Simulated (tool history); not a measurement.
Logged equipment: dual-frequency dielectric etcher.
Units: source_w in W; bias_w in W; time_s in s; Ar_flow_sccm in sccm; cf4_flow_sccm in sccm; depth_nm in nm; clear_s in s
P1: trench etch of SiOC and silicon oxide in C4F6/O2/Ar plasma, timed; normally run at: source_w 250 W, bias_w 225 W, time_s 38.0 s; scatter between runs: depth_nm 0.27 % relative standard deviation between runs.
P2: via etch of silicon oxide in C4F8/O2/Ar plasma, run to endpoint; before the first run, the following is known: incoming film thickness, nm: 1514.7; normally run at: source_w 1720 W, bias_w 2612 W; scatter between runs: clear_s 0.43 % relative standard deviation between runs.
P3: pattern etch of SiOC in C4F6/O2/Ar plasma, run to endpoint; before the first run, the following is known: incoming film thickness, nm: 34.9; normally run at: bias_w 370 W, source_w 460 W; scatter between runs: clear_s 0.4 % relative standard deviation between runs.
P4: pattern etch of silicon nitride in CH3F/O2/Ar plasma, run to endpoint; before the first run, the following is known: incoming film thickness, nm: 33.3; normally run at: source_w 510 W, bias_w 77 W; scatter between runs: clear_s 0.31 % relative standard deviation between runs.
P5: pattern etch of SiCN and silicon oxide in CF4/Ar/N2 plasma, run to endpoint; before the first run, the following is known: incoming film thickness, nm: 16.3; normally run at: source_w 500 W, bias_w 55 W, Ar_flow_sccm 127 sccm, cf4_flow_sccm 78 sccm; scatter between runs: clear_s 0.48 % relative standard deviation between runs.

run	hour	process	source_w	bias_w	time_s	Ar_flow_sccm	cf4_flow_sccm	depth_nm	clear_s
1	8.4	P1	250	225	38.0			67.932	
2	22.6	P2	2430	2612					255.700
3	30.6	P1	340	225	38.0			76.408	
4	46.1	P1	250	312	24.0			47.866	
5	57.4	P2	1720	1863					321.870
6	71.3	P4	510	77					42.132
7	80.6	P4	510	106					37.818
8	93.7	P3	460	370					12.643
9	109.3	P1	250	225	38.0			67.900	
10	124.8	P1	190	225	38.0			61.133	
11	136.4	P1	210	161	38.0			56.854	
12	150.2	P5	500	55		95	78		18.467
13	166.8	P3	320	370					14.348
# hour 172.4: bias power generator calibrated
14	181.0	P1	250	157	38.0			60.072	
15	196.1	P1	250	225	50.5			90.249	
16	206.0	P3	460	370					12.585
17	214.0	P4	510	77					42.327
18	225.9	P2	1720	2612					293.040
19	241.1	P5	500	55		127	78		19.303
20	248.5	P1	250	317	38.0			76.361	
21	263.1	P1	250	225	21.0			37.457	
22	273.9	P2	1720	2612					289.310
23	283.6	P4	310	77					50.838
24	298.1	P5	650	55		127	78		15.338
25	314.9	P5	500	32		127	78		22.715
26	323.3	P3	460	229					14.776
27	334.1	P1	250	225	38.0			67.698	
28	347.6	P1	250	312	47.0			94.550	
29	357.6	P5	500	55		127	106		18.422
30	369.0	P1	250	225	38.0			67.799	
31	380.0	P1	250	225	38.0			67.832	
32	388.4	P1	250	225	38.0			67.607	
33	404.0	P1	250	225	38.0			68.346	
34	417.7	P1	250	225	38.0			68.722	
35	428.2	P1	250	225	38.0			68.590	
36	438.9	P1	250	225	38.0			68.549	
# hour 444.8: wet clean of the chamber
37	451.3	P1	250	225	38.0			68.890	
38	459.9	P1	250	225	38.0			68.669	

Expected results for the next run?
39	473.3	P1	250	225	38.0			?	

Run 39 yielded depth_nm 68.536 nm.
